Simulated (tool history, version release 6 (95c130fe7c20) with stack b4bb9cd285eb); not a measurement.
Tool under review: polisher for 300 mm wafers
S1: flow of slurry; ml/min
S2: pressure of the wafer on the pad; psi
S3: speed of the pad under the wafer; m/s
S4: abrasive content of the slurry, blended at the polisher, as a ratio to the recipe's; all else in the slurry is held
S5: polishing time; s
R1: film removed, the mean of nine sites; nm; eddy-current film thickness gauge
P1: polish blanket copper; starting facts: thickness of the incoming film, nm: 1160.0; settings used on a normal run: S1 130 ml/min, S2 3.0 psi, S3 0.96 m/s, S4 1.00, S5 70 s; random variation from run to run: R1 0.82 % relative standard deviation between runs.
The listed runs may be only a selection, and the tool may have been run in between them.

run	hour	S1	S2	S3	S4	S5	R1
1	2.8	130	3.0	0.96	1.00	70	187.680
2	7.0	130	3.0	0.96	1.00	32	86.495
3	11.7	130	3.0	0.44	1.00	70	85.454
4	14.2	130	3.0	0.96	0.70	70	172.400
5	18.9	165	3.0	0.96	1.00	70	195.870
6	22.9	130	3.0	0.96	1.45	70	201.590
7	26.9	80	3.0	0.96	1.00	70	164.030
8	30.6	130	3.9	0.96	1.00	70	243.340
9	32.7	130	3.0	0.96	1.00	70	188.500
10	36.2	130	2.0	0.96	1.00	70	125.370
11	39.8	130	3.0	0.96	1.00	108	288.220
12	42.9	130	3.0	0.96	1.00	70	186.520
13	46.7	195	1.6	0.96	1.00	70	105.410
14	50.5	80	3.0	1.50	1.00	70	260.430
15	54.2	100	3.0	0.96	0.65	70	162.250
16	56.9	130	3.0	0.96	1.00	70	186.830
17	60.1	130	3.0	1.44	1.00	70	277.410
18	63.6	130	3.0	0.96	1.00	70	186.870
19	65.9	130	3.0	0.96	1.00	70	184.550
20	68.9	130	3.0	0.96	1.00	70	179.920
21	72.6	130	3.0	0.96	1.00	70	174.670
22	76.6	130	3.0	0.96	1.00	70	172.640
# hour 77.4: worn pad replaced by a new one
# hour 81.1: slurry blender recalibrated
23	81.2	130	3.0	0.96	1.00	70	171.110
24	83.7	130	3.0	0.96	1.00	70	168.870
25	85.8	130	3.0	0.96	1.00	70	170.000
26	89.7	130	3.0	0.96	1.00	70	170.390
27	93.4	130	3.0	0.96	1.00	70	169.810

The log shows P1 creeping away from where it was. Any of the 2 causes listed here, at the size stated for it, fits the log just as well as the others:
A: head's pressure below its setpoint, % = 8.97
B: slurry flow missing at the pad, % = 32.5
At approximately hour 63.6, the process output began to creep.
Excluded causes, each with its reason:
removal rate lost through wear of the pad, %: work on it at hour 77.4, done after the drift set in, did not restore what the process gave before
abrasive missing from the slurry, %: work on it at hour 81.1, done after the drift set in, did not restore what the process gave before

Below are 4 check runs, each averaged over 2 wafers, with their results shown as question marks. Which of them would give clearly different results depending on which cause is behind the drift?
check 1	97.1	80	3.0	0.58	1.00	70	?
check 2	97.1	130	3.0	0.52	1.00	96	?
check 3	97.1	130	3.7	0.96	1.45	70	?
check 4	97.1	130	3.0	1.20	1.00	70	?

Outcome of each check run for each possible cause:
check	result	if A	if B
check 1	R1	91.057	86.786
check 2	R1	126.360	126.380
check 3	R1	227.580	227.610
check 4	R1	212.630	212.660
Distance between the nearest two causes, measured in the result of the check that separates them most: check 1 4.8 %; check 2 0.01 %; check 3 0.01 %; check 4 0.01 %
Check 1 tells the causes apart: in the others they would give nearly the same result.

Check 1 has now been run. It gave: R1 86.395 nm. Which of the candidate causes is it?

B is the cause: slurry flow missing at the pad, %.
